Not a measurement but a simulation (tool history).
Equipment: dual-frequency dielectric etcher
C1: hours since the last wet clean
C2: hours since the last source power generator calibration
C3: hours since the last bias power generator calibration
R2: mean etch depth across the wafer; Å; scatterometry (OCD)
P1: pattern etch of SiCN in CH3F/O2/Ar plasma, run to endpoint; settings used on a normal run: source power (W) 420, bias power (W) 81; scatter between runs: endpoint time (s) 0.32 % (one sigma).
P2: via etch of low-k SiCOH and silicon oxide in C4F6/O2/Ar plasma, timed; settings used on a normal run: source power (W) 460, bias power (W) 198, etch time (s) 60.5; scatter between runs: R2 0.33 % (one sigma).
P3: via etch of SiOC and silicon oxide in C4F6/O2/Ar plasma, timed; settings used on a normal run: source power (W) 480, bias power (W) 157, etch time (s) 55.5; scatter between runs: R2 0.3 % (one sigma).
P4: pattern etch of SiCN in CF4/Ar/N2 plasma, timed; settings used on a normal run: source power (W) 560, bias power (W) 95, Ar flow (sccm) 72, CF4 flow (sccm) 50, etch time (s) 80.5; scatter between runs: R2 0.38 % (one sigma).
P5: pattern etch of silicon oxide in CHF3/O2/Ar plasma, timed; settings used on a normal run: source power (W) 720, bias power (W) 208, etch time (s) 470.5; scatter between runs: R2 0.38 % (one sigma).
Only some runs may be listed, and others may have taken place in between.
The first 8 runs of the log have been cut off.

Run 9, hour 39.4: process that ran P4, source power (W) 560, bias power (W) 95, etch time (s) 107.5, Ar flow (sccm) 72, CF4 flow (sccm) 50; C1 24.4; C2 1230.4; C3 3185.3. Result: R2 1231.10 Å.
Run 10, hour 41.7: process that ran P1, source power (W) 560, bias power (W) 61; C1 26.7; C2 1232.7; C3 3187.6. Result: endpoint time (s) 26.088.
Run 11, hour 45.4: process that ran P1, source power (W) 420, bias power (W) 81; C1 30.4; C2 1236.4; C3 3191.3. Result: endpoint time (s) 26.450.
Run 12, hour 50.2: process that ran P4, source power (W) 770, bias power (W) 95, etch time (s) 80.5, Ar flow (sccm) 72, CF4 flow (sccm) 50; C1 35.2; C2 1241.2; C3 3196.1. Result: R2 1213.00 Å.
Run 13, hour 52.9: process that ran P5, source power (W) 720, bias power (W) 208, etch time (s) 470.5; C1 37.9; C2 1243.9; C3 3198.8. Result: R2 10661.00 Å.
Run 14, hour 58.2: process that ran P1, source power (W) 310, bias power (W) 81; C1 43.2; C2 1249.2; C3 3204.1. Result: endpoint time (s) 29.564.
Run 15, hour 62.7: process that ran P4, source power (W) 560, bias power (W) 95, etch time (s) 80.5, Ar flow (sccm) 72, CF4 flow (sccm) 50; C1 47.7; C2 1253.7; C3 3208.6. Result: R2 915.41 Å.
Run 16, hour 65.5: process that ran P3, source power (W) 480, bias power (W) 92, etch time (s) 55.5; C1 50.5; C2 1256.5; C3 3211.4. Result: R2 541.13 Å.
Run 17, hour 69.6: process that ran P2, source power (W) 460, bias power (W) 198, etch time (s) 78.5; C1 54.6; C2 1260.6; C3 3215.5. Result: R2 2388.60 Å.
Run 18, hour 74.8: process that ran P3, source power (W) 390, bias power (W) 157, etch time (s) 55.5; C1 59.8; C2 1265.8; C3 3220.7. Result: R2 580.95 Å.
Run 19, hour 77.3: process that ran P2, source power (W) 460, bias power (W) 198, etch time (s) 60.5; C1 62.3; C2 1268.3; C3 3223.2. Result: R2 1820.90 Å.

What will run 20 give?
Run 20, hour 80.1: process that ran P1, source power (W) 560, bias power (W) 81; C1 65.1; C2 1271.1; C3 3226.0. Result: endpoint time (s) ?.

Run 20 produced endpoint time (s) 23.683.
